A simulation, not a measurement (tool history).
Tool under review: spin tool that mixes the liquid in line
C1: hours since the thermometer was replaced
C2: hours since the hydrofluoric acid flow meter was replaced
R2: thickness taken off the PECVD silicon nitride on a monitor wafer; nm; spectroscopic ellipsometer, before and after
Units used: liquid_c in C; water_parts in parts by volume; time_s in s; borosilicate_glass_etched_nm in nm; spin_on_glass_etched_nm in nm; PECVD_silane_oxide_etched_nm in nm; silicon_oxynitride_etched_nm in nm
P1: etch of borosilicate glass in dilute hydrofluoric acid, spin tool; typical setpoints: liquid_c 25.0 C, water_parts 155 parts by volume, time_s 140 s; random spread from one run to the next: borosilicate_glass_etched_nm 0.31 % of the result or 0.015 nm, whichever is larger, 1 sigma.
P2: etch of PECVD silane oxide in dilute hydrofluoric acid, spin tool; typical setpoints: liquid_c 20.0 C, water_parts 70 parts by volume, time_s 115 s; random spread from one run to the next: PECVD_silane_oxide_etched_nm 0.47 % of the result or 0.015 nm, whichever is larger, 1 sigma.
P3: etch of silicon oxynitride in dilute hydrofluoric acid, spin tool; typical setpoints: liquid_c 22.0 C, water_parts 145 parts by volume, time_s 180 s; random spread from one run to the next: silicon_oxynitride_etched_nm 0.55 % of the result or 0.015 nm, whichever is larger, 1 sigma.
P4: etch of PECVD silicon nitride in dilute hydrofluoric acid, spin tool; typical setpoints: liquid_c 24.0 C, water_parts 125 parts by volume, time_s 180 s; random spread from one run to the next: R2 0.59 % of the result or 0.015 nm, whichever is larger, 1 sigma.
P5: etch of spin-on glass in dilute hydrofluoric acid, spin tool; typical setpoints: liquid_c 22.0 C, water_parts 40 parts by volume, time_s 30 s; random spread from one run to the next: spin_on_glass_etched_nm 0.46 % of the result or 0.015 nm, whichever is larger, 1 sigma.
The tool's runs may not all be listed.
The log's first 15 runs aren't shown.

run 16 hour=196.5 | process=P1 liquid_c=25.0 water_parts=70 time_s=140 | C1=320.4 C2=611.5 | borosilicate_glass_etched_nm=59.5850
run 17 hour=203.9 | process=P1 liquid_c=25.0 water_parts=155 time_s=140 | C1=327.8 C2=618.9 | borosilicate_glass_etched_nm=24.1040
run 18 hour=217.2 | process=P1 liquid_c=29.5 water_parts=155 time_s=140 | C1=341.1 C2=632.2 | borosilicate_glass_etched_nm=28.4380
run 19 hour=229.1 | process=P1 liquid_c=25.0 water_parts=155 time_s=245 | C1=353.0 C2=644.1 | borosilicate_glass_etched_nm=42.0770
run 20 hour=241.6 | process=P3 liquid_c=22.0 water_parts=145 time_s=35 | C1=365.5 C2=656.6 | silicon_oxynitride_etched_nm=0.76675
run 21 hour=251.8 | process=P1 liquid_c=17.5 water_parts=155 time_s=140 | C1=375.7 C2=666.8 | borosilicate_glass_etched_nm=17.9180
run 22 hour=258.7 | process=P3 liquid_c=22.0 water_parts=145 time_s=180 | C1=382.6 C2=673.7 | silicon_oxynitride_etched_nm=3.87790
-- hour=260.5 thermometer replaced
run 23 hour=272.6 | process=P2 liquid_c=20.0 water_parts=70 time_s=115 | C1=12.1 C2=687.6 | PECVD_silane_oxide_etched_nm=47.239
run 24 hour=287.3 | process=P1 liquid_c=25.0 water_parts=255 time_s=140 | C1=26.8 C2=702.3 | borosilicate_glass_etched_nm=13.1310
run 25 hour=298.7 | process=P1 liquid_c=25.0 water_parts=245 time_s=25 | C1=38.2 C2=713.7 | borosilicate_glass_etched_nm=2.4970
run 26 hour=307.5 | process=P2 liquid_c=25.5 water_parts=70 time_s=115 | C1=47.0 C2=722.5 | PECVD_silane_oxide_etched_nm=59.455
run 27 hour=317.3 | process=P2 liquid_c=20.0 water_parts=70 time_s=50 | C1=56.8 C2=732.3 | PECVD_silane_oxide_etched_nm=20.653
run 28 hour=330.4 | process=P1 liquid_c=25.0 water_parts=155 time_s=140 | C1=69.9 C2=745.4 | borosilicate_glass_etched_nm=24.1470

Expected results for the next run?
run 29 hour=342.0 | process=P5 liquid_c=22.0 water_parts=40 time_s=60 | C1=81.5 C2=757.0 | spin_on_glass_etched_nm=?

spin_on_glass_etched_nm: 88.941 nm

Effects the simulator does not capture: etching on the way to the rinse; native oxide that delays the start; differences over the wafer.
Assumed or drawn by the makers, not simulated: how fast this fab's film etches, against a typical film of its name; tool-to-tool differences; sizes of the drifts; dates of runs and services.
